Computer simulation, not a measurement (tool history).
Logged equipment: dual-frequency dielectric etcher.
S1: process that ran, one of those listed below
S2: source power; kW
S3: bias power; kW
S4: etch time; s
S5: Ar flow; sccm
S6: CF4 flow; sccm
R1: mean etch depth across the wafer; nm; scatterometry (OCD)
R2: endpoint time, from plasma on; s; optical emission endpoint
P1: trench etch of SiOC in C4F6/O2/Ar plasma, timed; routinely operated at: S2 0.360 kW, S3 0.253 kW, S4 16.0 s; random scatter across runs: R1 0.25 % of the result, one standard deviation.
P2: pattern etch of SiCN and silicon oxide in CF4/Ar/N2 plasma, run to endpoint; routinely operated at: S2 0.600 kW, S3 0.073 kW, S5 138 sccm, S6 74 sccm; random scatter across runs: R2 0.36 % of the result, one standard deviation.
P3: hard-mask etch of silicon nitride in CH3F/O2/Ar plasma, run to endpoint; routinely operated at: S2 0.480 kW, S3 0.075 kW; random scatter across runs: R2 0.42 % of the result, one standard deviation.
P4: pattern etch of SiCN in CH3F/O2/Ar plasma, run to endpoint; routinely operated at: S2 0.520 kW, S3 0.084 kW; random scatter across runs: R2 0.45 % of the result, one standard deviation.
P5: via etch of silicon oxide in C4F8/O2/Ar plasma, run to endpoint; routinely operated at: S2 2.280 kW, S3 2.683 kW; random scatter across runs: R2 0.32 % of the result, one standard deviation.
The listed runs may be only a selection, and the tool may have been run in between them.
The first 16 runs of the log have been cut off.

run   hour  S1     S2     S3    S4   S5  S6      R1      R2
 17  158.5  P1  0.490  0.253  16.0           39.792
 18  166.2  P1  0.360  0.253  16.0           35.294
 19  174.0  P2  0.830  0.073        138  74          12.629
 20  181.8  P4  0.520  0.084                         16.846
 21  189.4  P3  0.480  0.075                         64.258
 22  199.2  P4  0.520  0.084                         16.787
 23  211.2  P3  0.480  0.075                         64.428
 24  222.2  P3  0.290  0.075                         77.608

What does the tool deliver on the next run?
 25  235.3  P1  0.490  0.253  9.5           ?

R1: 23.635 nm
